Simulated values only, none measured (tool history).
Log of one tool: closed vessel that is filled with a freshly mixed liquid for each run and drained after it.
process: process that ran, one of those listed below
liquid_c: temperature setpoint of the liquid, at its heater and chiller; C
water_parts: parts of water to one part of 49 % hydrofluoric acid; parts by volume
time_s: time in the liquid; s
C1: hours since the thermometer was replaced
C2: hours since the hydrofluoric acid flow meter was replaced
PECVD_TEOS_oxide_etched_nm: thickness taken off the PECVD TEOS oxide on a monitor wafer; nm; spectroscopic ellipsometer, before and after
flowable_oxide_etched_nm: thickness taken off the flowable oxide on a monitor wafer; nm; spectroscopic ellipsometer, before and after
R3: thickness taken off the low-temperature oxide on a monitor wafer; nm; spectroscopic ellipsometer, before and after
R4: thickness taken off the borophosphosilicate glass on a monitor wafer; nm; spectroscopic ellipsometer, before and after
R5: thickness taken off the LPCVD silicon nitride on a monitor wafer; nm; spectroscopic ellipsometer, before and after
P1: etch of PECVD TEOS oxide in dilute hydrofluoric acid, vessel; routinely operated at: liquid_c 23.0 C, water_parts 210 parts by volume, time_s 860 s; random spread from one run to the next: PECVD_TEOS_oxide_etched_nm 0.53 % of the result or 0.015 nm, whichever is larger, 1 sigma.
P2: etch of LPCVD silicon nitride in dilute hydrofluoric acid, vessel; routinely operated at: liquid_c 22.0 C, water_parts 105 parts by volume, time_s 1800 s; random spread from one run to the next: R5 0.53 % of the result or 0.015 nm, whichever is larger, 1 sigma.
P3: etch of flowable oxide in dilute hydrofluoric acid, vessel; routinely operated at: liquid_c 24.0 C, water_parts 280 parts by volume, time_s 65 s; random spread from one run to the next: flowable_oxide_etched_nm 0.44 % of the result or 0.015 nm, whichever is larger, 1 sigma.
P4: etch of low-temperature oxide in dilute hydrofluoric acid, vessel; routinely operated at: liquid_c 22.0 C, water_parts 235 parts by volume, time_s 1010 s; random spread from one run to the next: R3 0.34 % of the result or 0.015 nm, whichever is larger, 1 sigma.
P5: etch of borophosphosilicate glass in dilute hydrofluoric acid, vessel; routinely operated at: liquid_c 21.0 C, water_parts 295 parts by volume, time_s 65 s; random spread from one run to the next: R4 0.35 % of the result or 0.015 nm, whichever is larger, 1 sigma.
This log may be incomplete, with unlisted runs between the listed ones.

run 1 day=0.346 | process=P1 liquid_c=23.0 water_parts=210 time_s=860 | C1=483.7 C2=1201.0 | PECVD_TEOS_oxide_etched_nm=59.2130
run 2 day=0.879 | process=P3 liquid_c=24.0 water_parts=280 time_s=30 | C1=496.5 C2=1213.8 | flowable_oxide_etched_nm=3.4832
run 3 day=1.288 | process=P1 liquid_c=23.0 water_parts=210 time_s=860 | C1=506.3 C2=1223.6 | PECVD_TEOS_oxide_etched_nm=59.9730
run 4 day=1.858 | process=P4 liquid_c=26.0 water_parts=235 time_s=1010 | C1=520.0 C2=1237.3 | R3=61.4790
run 5 day=2.242 | process=P1 liquid_c=17.0 water_parts=210 time_s=1250 | C1=529.2 C2=1246.5 | PECVD_TEOS_oxide_etched_nm=68.9460
run 6 day=2.617 | process=P5 liquid_c=21.0 water_parts=295 time_s=65 | C1=538.2 C2=1255.5 | R4=6.965
run 7 day=3.204 | process=P1 liquid_c=26.5 water_parts=210 time_s=60 | C1=552.3 C2=1269.6 | PECVD_TEOS_oxide_etched_nm=4.6758
run 8 day=3.758 | process=P4 liquid_c=22.0 water_parts=50 time_s=1010 | C1=565.6 C2=1282.9 | R3=308.8300
run 9 day=4.338 | process=P3 liquid_c=17.0 water_parts=280 time_s=65 | C1=579.5 C2=1296.8 | flowable_oxide_etched_nm=5.9001
run 10 day=4.733 | process=P4 liquid_c=22.0 water_parts=235 time_s=30 | C1=589.0 C2=1306.3 | R3=1.6195
run 11 day=5.133 | process=P2 liquid_c=30.0 water_parts=105 time_s=1800 | C1=598.6 C2=1315.9 | R5=11.266000
run 12 day=5.658 | process=P1 liquid_c=23.0 water_parts=210 time_s=860 | C1=611.2 C2=1328.5 | PECVD_TEOS_oxide_etched_nm=59.8370
run 13 day=6.221 | process=P5 liquid_c=21.0 water_parts=295 time_s=105 | C1=624.7 C2=1342.0 | R4=11.275
run 14 day=6.554 | process=P1 liquid_c=23.0 water_parts=210 time_s=1670 | C1=632.7 C2=1350.0 | PECVD_TEOS_oxide_etched_nm=116.5100
run 15 day=7.142 | process=P2 liquid_c=22.0 water_parts=60 time_s=1800 | C1=646.8 C2=1364.1 | R5=11.730000
run 16 day=7.621 | process=P1 liquid_c=23.0 water_parts=210 time_s=330 | C1=658.3 C2=1375.6 | PECVD_TEOS_oxide_etched_nm=22.8950
run 17 day=8.054 | process=P1 liquid_c=23.0 water_parts=210 time_s=860 | C1=668.7 C2=1386.0 | PECVD_TEOS_oxide_etched_nm=59.0530
run 18 day=8.488 | process=P1 liquid_c=23.0 water_parts=65 time_s=860 | C1=679.1 C2=1396.4 | PECVD_TEOS_oxide_etched_nm=226.8600
run 19 day=8.958 | process=P1 liquid_c=23.0 water_parts=135 time_s=1225 | C1=690.4 C2=1407.7 | PECVD_TEOS_oxide_etched_nm=144.0900
run 20 day=9.246 | process=P2 liquid_c=22.0 water_parts=105 time_s=30 | C1=697.3 C2=1414.6 | R5=0.092748
run 21 day=9.562 | process=P1 liquid_c=23.0 water_parts=210 time_s=860 | C1=704.9 C2=1422.2 | PECVD_TEOS_oxide_etched_nm=59.6080
run 22 day=10.075 | process=P1 liquid_c=19.0 water_parts=210 time_s=860 | C1=717.2 C2=1434.5 | PECVD_TEOS_oxide_etched_nm=50.9730
run 23 day=10.512 | process=P5 liquid_c=17.0 water_parts=295 time_s=65 | C1=727.7 C2=1445.0 | R4=6.022
run 24 day=11.079 | process=P1 liquid_c=29.5 water_parts=210 time_s=860 | C1=741.3 C2=1458.6 | PECVD_TEOS_oxide_etched_nm=75.5950
-- day=11.375 thermometer replaced
run 25 day=11.567 | process=P5 liquid_c=21.0 water_parts=110 time_s=65 | C1=4.6 C2=1470.3 | R4=22.628
run 26 day=11.871 | process=P4 liquid_c=22.0 water_parts=235 time_s=1010 | C1=11.9 C2=1477.6 | R3=53.5280
run 27 day=12.421 | process=P1 liquid_c=23.0 water_parts=210 time_s=860 | C1=25.1 C2=1490.8 | PECVD_TEOS_oxide_etched_nm=59.4990
run 28 day=12.867 | process=P1 liquid_c=23.0 water_parts=380 time_s=860 | C1=35.8 C2=1501.5 | PECVD_TEOS_oxide_etched_nm=28.0890
run 29 day=13.283 | process=P3 liquid_c=24.0 water_parts=75 time_s=65 | C1=45.8 C2=1511.5 | flowable_oxide_etched_nm=35.8260
run 30 day=13.588 | process=P2 liquid_c=22.0 water_parts=105 time_s=1800 | C1=53.1 C2=1518.8 | R5=6.736500
run 31 day=14.112 | process=P3 liquid_c=24.0 water_parts=280 time_s=65 | C1=65.7 C2=1531.4 | flowable_oxide_etched_nm=7.6056
run 32 day=14.392 | process=P1 liquid_c=23.0 water_parts=210 time_s=860 | C1=72.4 C2=1538.1 | PECVD_TEOS_oxide_etched_nm=59.8940
run 33 day=14.888 | process=P1 liquid_c=23.0 water_parts=210 time_s=860 | C1=84.3 C2=1550.0 | PECVD_TEOS_oxide_etched_nm=62.0170
run 34 day=15.338 | process=P1 liquid_c=23.0 water_parts=210 time_s=860 | C1=95.1 C2=1560.8 | PECVD_TEOS_oxide_etched_nm=62.1930
run 35 day=15.858 | process=P1 liquid_c=23.0 water_parts=210 time_s=860 | C1=107.6 C2=1573.3 | PECVD_TEOS_oxide_etched_nm=63.5440
run 36 day=16.196 | process=P1 liquid_c=23.0 water_parts=210 time_s=860 | C1=115.7 C2=1581.4 | PECVD_TEOS_oxide_etched_nm=63.3270
run 37 day=16.496 | process=P1 liquid_c=23.0 water_parts=210 time_s=860 | C1=122.9 C2=1588.6 | PECVD_TEOS_oxide_etched_nm=64.1910
run 38 day=16.867 | process=P1 liquid_c=23.0 water_parts=210 time_s=860 | C1=131.8 C2=1597.5 | PECVD_TEOS_oxide_etched_nm=63.9410

P1 no longer gives what it gave before; its output has crept away from where it was. The following 2 causes, each at its listed size, fit the log equally well:
A: hydrofluoric acid flow above the setpoint (%) = 5.65
B: liquid hotter than its thermometer reads (K) = 1.82
The creep began at about day 14.392.

Of the 4 check runs below, each run on 2 wafers with the results averaged and each result still a question mark, which one would tell the listed causes apart?
run check 1 day=17.238 | process=P4 liquid_c=25.0 water_parts=235 time_s=540 | R3=?
run check 2 day=17.238 | process=P2 liquid_c=22.0 water_parts=105 time_s=380 | R5=?
run check 3 day=17.238 | process=P3 liquid_c=20.5 water_parts=175 time_s=65 | flowable_oxide_etched_nm=?
run check 4 day=17.238 | process=P5 liquid_c=21.0 water_parts=190 time_s=65 | R4=?

Check results expected under each cause:
check=check_1 result=R3 if_A=34.1360 if_B=33.9980
check=check_2 result=R5 if_A=1.503100 if_B=1.606800
check=check_3 result=flowable_oxide_etched_nm if_A=12.6600 if_B=12.7320
check=check_4 result=R4 if_A=12.762 if_B=12.812
Per check, the gap between the least separated pair of causes, taken in the result that splits them most: check 1 0.4 %; check 2 6.68 %; check 3 0.57 %; check 4 0.39 %
The causes can be told apart only by check 2. The other checks would give nearly the same results under each of them.

With check 2 done, the readings were: R5 1.515000 nm. Identify which of the listed causes applies.

It is A: hydrofluoric acid flow above the setpoint (%).
